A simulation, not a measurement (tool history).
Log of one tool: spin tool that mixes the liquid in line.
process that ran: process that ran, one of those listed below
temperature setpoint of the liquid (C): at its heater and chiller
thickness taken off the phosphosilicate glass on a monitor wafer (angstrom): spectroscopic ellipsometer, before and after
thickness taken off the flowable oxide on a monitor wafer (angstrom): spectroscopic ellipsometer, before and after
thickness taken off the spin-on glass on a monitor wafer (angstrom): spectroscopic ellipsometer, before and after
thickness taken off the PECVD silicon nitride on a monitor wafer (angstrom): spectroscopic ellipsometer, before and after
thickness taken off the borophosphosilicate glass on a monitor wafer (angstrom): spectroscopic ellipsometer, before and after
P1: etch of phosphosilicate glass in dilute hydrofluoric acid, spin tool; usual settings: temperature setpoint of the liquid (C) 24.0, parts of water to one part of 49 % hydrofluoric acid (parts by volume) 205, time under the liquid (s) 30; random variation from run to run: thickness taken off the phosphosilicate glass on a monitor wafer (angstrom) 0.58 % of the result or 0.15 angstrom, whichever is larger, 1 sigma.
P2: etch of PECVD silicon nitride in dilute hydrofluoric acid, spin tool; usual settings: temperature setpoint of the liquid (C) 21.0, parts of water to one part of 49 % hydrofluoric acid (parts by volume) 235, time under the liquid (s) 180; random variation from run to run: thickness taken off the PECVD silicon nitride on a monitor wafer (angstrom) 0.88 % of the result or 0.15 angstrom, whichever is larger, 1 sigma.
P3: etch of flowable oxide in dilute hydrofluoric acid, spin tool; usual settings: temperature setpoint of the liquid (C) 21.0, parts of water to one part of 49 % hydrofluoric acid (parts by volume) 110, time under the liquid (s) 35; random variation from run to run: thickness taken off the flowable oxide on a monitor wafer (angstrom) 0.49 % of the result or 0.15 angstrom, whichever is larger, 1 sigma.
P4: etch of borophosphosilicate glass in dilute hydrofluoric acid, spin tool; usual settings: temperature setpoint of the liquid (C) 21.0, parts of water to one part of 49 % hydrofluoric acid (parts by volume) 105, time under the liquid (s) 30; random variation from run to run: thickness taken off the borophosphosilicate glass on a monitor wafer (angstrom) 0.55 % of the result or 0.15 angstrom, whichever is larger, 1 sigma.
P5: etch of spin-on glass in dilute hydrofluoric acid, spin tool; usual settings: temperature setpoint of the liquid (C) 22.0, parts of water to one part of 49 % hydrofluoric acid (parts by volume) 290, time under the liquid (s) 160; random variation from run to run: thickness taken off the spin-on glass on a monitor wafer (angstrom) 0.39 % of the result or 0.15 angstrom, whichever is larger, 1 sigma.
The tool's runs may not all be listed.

run,hour,process that ran,temperature setpoint of the liquid (C),parts of water to one part of 49 % hydrofluoric acid (parts by volume),time under the liquid (s),hours since the thermometer was replaced,hours since the hydrofluoric acid flow meter was replaced,thickness taken off the phosphosilicate glass on a monitor wafer (angstrom),thickness taken off the flowable oxide on a monitor wafer (angstrom),thickness taken off the spin-on glass on a monitor wafer (angstrom),thickness taken off the PECVD silicon nitride on a monitor wafer (angstrom),thickness taken off the borophosphosilicate glass on a monitor wafer (angstrom)
1,12.6,P1,24.0,205,30,1023.3,752.5,79.175,,,,
2,18.7,P3,21.0,110,35,1029.4,758.6,,137.240,,,
3,25.6,P5,22.0,290,295,1036.3,765.5,,,332.56,,
4,33.1,P2,28.5,235,180,1043.8,773.0,,,,43.7820,
5,39.7,P3,21.0,110,15,1050.4,779.6,,58.771,,,
6,51.0,P5,17.0,290,160,1061.7,790.9,,,149.80,,
7,60.9,P2,21.0,235,180,1071.6,800.8,,,,27.6740,
8,72.4,P1,17.0,205,30,1083.1,812.3,61.069,,,,
9,82.1,P1,24.0,205,15,1092.8,822.0,39.788,,,,
10,91.2,P5,22.0,85,160,1101.9,831.1,,,768.49,,
11,103.6,P5,22.0,290,160,1114.3,843.5,,,180.84,,
12,113.7,P4,21.0,105,15,1124.4,853.6,,,,,70.781
13,126.6,P1,31.5,290,30,1137.3,866.5,66.101,,,,
14,138.4,P1,29.0,205,30,1149.1,878.3,95.166,,,,
15,145.8,P1,24.0,205,30,1156.5,885.7,79.422,,,,
16,153.7,P1,24.0,120,30,1164.4,893.6,151.440,,,,
17,161.2,P2,21.0,235,15,1171.9,901.1,,,,2.4366,
18,174.6,P2,21.0,60,180,1185.3,914.5,,,,104.3400,
19,185.1,P3,21.0,200,35,1195.8,925.0,,68.363,,,
20,192.7,P5,22.0,290,160,1203.4,932.6,,,181.06,,
21,205.6,P1,24.0,280,30,1216.3,945.5,54.331,,,,
22,218.5,P4,29.0,105,30,1229.2,958.4,,,,,193.790
23,229.2,P1,24.0,205,30,1239.9,969.1,80.026,,,,
24,238.6,P2,21.0,235,180,1249.3,978.5,,,,27.9230,
25,246.1,P4,21.0,105,30,1256.8,986.0,,,,,143.890
26,251.9,P1,24.0,205,55,1262.6,991.8,145.670,,,,
27,260.4,P1,24.0,205,30,1271.1,1000.3,79.851,,,,
28,271.2,P3,29.0,110,35,1281.9,1011.1,,187.170,,,
29,281.3,P4,21.0,190,30,1292.0,1021.2,,,,,72.389
30,291.8,P1,24.0,205,30,1302.5,1031.7,79.583,,,,
31,299.8,P1,24.0,205,30,1310.5,1039.7,81.607,,,,
32,307.0,P1,24.0,205,30,1317.7,1046.9,81.945,,,,
33,315.9,P1,24.0,205,30,1326.6,1055.8,81.651,,,,
34,328.0,P1,24.0,205,30,1338.7,1067.9,83.094,,,,
35,340.6,P1,24.0,205,30,1351.3,1080.5,82.441,,,,
36,350.0,P1,24.0,205,30,1360.7,1089.9,83.324,,,,
37,360.0,P1,24.0,205,30,1370.7,1099.9,83.507,,,,
38,370.6,P1,24.0,205,30,1381.3,1110.5,84.152,,,,
39,377.1,P1,24.0,205,30,1387.8,1117.0,83.578,,,,
40,386.8,P1,24.0,205,30,1397.5,1126.7,84.075,,,,

What P1 gives has crept away from where it was. These 2 causes fit the log equally well, each at the size given:
A: hydrofluoric acid flow above the setpoint (%) = 4.56
B: liquid hotter than its thermometer reads (K) = 1.49
The creep began at about hour 291.8.

4 check runs are offered, each on 3 wafers whose results are averaged, their results left as question marks. Which one tells the causes apart?
check 1,396.5,P4,29.0,165,30,,,,,,,?
check 2,396.5,P2,27.5,235,180,,,,,,?,
check 3,396.5,P5,18.0,290,255,,,,,?,,
check 4,396.5,P3,21.0,170,15,,,,?,,,

What each check would give under each cause:
check,result,if A,if B
check 1,thickness taken off the borophosphosilicate glass on a monitor wafer (angstrom),120.920,120.840
check 2,thickness taken off the PECVD silicon nitride on a monitor wafer (angstrom),43.8860,45.8730
check 3,thickness taken off the spin-on glass on a monitor wafer (angstrom),263.76,263.75
check 4,thickness taken off the flowable oxide on a monitor wafer (angstrom),37.628,37.825
How far apart the two closest causes lie, in the result that separates them most: check 1 0.06 %; check 2 4.43 %; check 3 0 %; check 4 0.52 %
Only check 2 tells the causes apart: in the others they would give nearly the same result.

Then check 2 was run and gave: thickness taken off the PECVD silicon nitride on a monitor wafer (angstrom) 43.9280. Which cause is it?

It is A: hydrofluoric acid flow above the setpoint (%).
